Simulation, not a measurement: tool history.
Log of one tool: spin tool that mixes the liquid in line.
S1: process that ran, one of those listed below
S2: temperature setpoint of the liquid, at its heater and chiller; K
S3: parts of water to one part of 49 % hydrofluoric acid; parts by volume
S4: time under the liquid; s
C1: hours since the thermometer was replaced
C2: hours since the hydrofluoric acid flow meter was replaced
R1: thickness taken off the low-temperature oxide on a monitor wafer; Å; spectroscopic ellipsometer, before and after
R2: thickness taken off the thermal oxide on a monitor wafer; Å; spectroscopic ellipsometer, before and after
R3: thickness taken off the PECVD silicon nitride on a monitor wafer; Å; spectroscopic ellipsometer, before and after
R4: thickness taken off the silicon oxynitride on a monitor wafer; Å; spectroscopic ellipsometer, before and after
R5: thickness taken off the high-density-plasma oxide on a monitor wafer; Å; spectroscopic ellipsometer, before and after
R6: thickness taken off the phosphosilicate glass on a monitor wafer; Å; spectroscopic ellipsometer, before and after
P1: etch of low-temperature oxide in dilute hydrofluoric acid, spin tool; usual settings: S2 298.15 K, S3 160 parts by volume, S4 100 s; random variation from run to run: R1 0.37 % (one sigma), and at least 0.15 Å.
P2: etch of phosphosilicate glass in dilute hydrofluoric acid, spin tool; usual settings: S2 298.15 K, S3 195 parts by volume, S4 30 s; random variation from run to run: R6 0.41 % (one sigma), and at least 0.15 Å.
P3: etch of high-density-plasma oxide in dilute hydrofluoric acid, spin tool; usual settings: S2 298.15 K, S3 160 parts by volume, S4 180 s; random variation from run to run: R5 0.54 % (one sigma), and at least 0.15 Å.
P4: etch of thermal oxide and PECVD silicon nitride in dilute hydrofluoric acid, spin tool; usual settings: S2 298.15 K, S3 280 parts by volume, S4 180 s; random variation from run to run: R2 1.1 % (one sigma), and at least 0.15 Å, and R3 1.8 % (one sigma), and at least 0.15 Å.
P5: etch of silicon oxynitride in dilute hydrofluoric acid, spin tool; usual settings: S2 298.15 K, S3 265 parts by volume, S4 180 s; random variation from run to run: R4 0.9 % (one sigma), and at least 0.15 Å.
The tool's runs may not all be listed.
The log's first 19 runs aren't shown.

run,hour,S1,S2,S3,S4,C1,C2,R1,R2,R3,R4,R5,R6
20,142.8,P1,298.15,160,35,674.1,73.4,36.288,,,,,
21,149.6,P1,298.15,160,100,680.9,80.2,103.190,,,,,
22,157.5,P5,298.15,265,180,688.8,88.1,,,,30.162,,
23,163.9,P1,298.15,160,170,695.2,94.5,175.630,,,,,
24,169.8,P1,298.15,70,175,701.1,100.4,461.640,,,,,
25,177.7,P2,298.15,195,30,709.0,108.3,,,,,,229.06
26,185.1,P4,298.15,280,295,716.4,115.7,,43.083,19.1470,,,
27,191.9,P5,298.15,265,260,723.2,122.5,,,,43.213,,
28,199.8,P4,298.15,55,180,731.1,130.4,,169.570,56.7630,,,
29,206.1,P3,298.15,240,180,737.4,136.7,,,,,33.544,
30,210.8,P1,291.65,215,100,742.1,141.4,56.961,,,,,
31,216.3,P1,302.65,160,100,747.6,146.9,122.530,,,,,
32,225.5,P1,304.15,70,100,756.8,156.1,335.360,,,,,
33,233.6,P2,298.15,195,60,764.9,164.2,,,,,,465.42
34,241.2,P1,293.15,160,100,772.5,171.8,85.010,,,,,
35,250.7,P1,298.15,160,100,782.0,181.3,102.270,,,,,
36,260.0,P1,298.15,160,100,791.3,190.6,106.690,,,,,
37,268.4,P1,298.15,160,100,799.7,199.0,108.940,,,,,

Forecast run 38:
38,276.7,P1,298.15,160,100,808.0,207.3,?,,,,,

Run 38 gave R1 110.310 Å.

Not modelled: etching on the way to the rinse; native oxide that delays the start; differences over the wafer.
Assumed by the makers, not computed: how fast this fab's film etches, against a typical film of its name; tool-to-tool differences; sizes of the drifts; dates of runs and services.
